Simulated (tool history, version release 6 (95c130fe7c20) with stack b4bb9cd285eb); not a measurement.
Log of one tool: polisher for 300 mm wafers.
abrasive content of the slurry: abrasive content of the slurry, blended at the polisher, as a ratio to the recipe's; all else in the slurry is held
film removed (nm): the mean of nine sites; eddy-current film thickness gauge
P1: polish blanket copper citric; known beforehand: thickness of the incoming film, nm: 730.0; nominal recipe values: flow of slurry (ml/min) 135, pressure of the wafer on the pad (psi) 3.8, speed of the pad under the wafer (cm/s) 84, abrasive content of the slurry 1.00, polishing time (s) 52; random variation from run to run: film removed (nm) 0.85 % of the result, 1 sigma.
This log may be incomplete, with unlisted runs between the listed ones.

run,hour,flow of slurry (ml/min),pressure of the wafer on the pad (psi),speed of the pad under the wafer (cm/s),abrasive content of the slurry,polishing time (s),film removed (nm)
1,11.7,135,3.8,84,1.00,52,100.120
2,23.3,135,3.8,84,1.00,72,138.320
3,36.5,135,5.9,84,1.00,52,155.300
4,46.7,135,3.8,84,1.50,52,109.640
5,56.0,95,3.8,126,1.00,52,136.790
6,63.7,135,3.8,84,1.00,37,70.605
7,75.7,135,3.8,84,1.00,52,101.590
8,87.4,135,3.8,106,1.00,52,125.350
9,101.6,135,2.8,84,1.00,70,101.020
10,111.4,135,3.8,84,1.00,52,100.910
11,119.8,135,3.8,84,0.55,75,128.240
12,130.7,180,3.8,84,1.00,52,105.340
13,143.6,80,3.8,84,1.00,52,87.122
14,155.5,135,3.8,84,0.50,52,87.180
15,162.5,135,3.8,84,1.00,52,100.310
16,171.9,135,2.0,84,1.00,52,54.073
17,184.2,135,3.8,38,1.00,52,45.968
18,198.0,135,3.8,84,1.00,52,100.650
19,205.6,135,3.8,84,1.00,52,99.677
20,213.4,135,3.8,84,1.00,52,98.729

What will run 21 give?
21,221.3,135,3.8,84,1.00,52,?

{"run 21": {"film removed (nm)": 97.051}}
